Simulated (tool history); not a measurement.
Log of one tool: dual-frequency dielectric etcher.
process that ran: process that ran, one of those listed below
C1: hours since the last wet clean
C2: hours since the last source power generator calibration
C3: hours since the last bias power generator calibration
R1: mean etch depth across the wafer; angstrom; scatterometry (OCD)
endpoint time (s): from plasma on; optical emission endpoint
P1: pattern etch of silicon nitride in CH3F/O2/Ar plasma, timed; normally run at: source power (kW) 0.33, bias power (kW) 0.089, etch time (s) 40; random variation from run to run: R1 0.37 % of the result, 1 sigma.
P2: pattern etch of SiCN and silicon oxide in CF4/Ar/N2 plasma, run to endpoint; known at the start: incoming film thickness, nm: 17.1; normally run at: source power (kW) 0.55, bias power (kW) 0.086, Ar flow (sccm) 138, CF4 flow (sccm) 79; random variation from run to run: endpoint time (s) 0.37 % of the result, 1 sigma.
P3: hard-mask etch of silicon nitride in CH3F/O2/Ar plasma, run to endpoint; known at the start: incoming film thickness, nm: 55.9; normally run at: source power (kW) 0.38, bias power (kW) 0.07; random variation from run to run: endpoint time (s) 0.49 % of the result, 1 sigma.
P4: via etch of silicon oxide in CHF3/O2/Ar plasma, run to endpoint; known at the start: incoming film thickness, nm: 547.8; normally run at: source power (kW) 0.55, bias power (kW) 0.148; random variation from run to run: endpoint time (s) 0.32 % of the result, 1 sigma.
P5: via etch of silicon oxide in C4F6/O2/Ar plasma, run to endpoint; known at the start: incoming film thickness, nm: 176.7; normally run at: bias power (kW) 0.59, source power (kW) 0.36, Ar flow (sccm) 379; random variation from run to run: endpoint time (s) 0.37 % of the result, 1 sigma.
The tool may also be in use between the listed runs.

run 1 hour=9.8 | process_that_ran=P1 source_power_(kW)=0.33 bias_power_(kW)=0.089 etch_time_(s)=40 | C1=324.1 C2=2317.8 C3=1965.6 | R1=285.7
run 2 hour=17.3 | process_that_ran=P2 source_power_(kW)=0.55 bias_power_(kW)=0.11 Ar_flow_(sccm)=138 CF4_flow_(sccm)=79 | C1=331.6 C2=2325.3 C3=1973.1 | endpoint_time_(s)=14.626
run 3 hour=27.9 | process_that_ran=P2 source_power_(kW)=0.55 bias_power_(kW)=0.086 Ar_flow_(sccm)=87 CF4_flow_(sccm)=79 | C1=342.2 C2=2335.9 C3=1983.7 | endpoint_time_(s)=15
run 4 hour=42.5 | process_that_ran=P1 source_power_(kW)=0.33 bias_power_(kW)=0.089 etch_time_(s)=40 | C1=356.8 C2=2350.5 C3=1998.3 | R1=283.75
run 5 hour=53.9 | process_that_ran=P1 source_power_(kW)=0.27 bias_power_(kW)=0.089 etch_time_(s)=40 | C1=368.2 C2=2361.9 C3=2009.7 | R1=266.06
run 6 hour=66.9 | process_that_ran=P4 source_power_(kW)=0.55 bias_power_(kW)=0.198 | C1=381.2 C2=2374.9 C3=2022.7 | endpoint_time_(s)=272.87
run 7 hour=77 | process_that_ran=P4 source_power_(kW)=0.73 bias_power_(kW)=0.148 | C1=391.3 C2=2385 C3=2032.8 | endpoint_time_(s)=270.07
run 8 hour=89 | process_that_ran=P3 source_power_(kW)=0.38 bias_power_(kW)=0.07 | C1=403.3 C2=2397 C3=2044.8 | endpoint_time_(s)=82.656
run 9 hour=101.2 | process_that_ran=P1 source_power_(kW)=0.33 bias_power_(kW)=0.089 etch_time_(s)=40 | C1=415.5 C2=2409.2 C3=2057 | R1=285.64
run 10 hour=112.9 | process_that_ran=P2 source_power_(kW)=0.55 bias_power_(kW)=0.086 Ar_flow_(sccm)=138 CF4_flow_(sccm)=79 | C1=427.2 C2=2420.9 C3=2068.7 | endpoint_time_(s)=15.973
run 11 hour=120.1 | process_that_ran=P4 source_power_(kW)=0.55 bias_power_(kW)=0.148 | C1=434.4 C2=2428.1 C3=2075.9 | endpoint_time_(s)=301.21
run 12 hour=129 | process_that_ran=P1 source_power_(kW)=0.33 bias_power_(kW)=0.066 etch_time_(s)=40 | C1=443.3 C2=2437 C3=2084.8 | R1=256.5
run 13 hour=139.6 | process_that_ran=P2 source_power_(kW)=0.66 bias_power_(kW)=0.086 Ar_flow_(sccm)=138 CF4_flow_(sccm)=79 | C1=453.9 C2=2447.6 C3=2095.4 | endpoint_time_(s)=13.634
run 14 hour=155.2 | process_that_ran=P1 source_power_(kW)=0.33 bias_power_(kW)=0.089 etch_time_(s)=56.5 | C1=469.5 C2=2463.2 C3=2111 | R1=404.14
run 15 hour=167.3 | process_that_ran=P5 source_power_(kW)=0.36 bias_power_(kW)=0.371 Ar_flow_(sccm)=379 | C1=481.6 C2=2475.3 C3=2123.1 | endpoint_time_(s)=47.952
run 16 hour=177.3 | process_that_ran=P3 source_power_(kW)=0.38 bias_power_(kW)=0.095 | C1=491.6 C2=2485.3 C3=2133.1 | endpoint_time_(s)=73.865
run 17 hour=187.1 | process_that_ran=P1 source_power_(kW)=0.33 bias_power_(kW)=0.089 etch_time_(s)=27.5 | C1=501.4 C2=2495.1 C3=2142.9 | R1=197.28
run 18 hour=199.3 | process_that_ran=P5 source_power_(kW)=0.36 bias_power_(kW)=0.59 Ar_flow_(sccm)=305 | C1=513.6 C2=2507.3 C3=2155.1 | endpoint_time_(s)=38.953

Forecast run 19:
run 19 hour=214.9 | process_that_ran=P5 source_power_(kW)=0.49 bias_power_(kW)=0.59 Ar_flow_(sccm)=379 | C1=529.2 C2=2522.9 C3=2170.7 | endpoint_time_(s)=?

Run 19 gave endpoint time (s) 35.732.
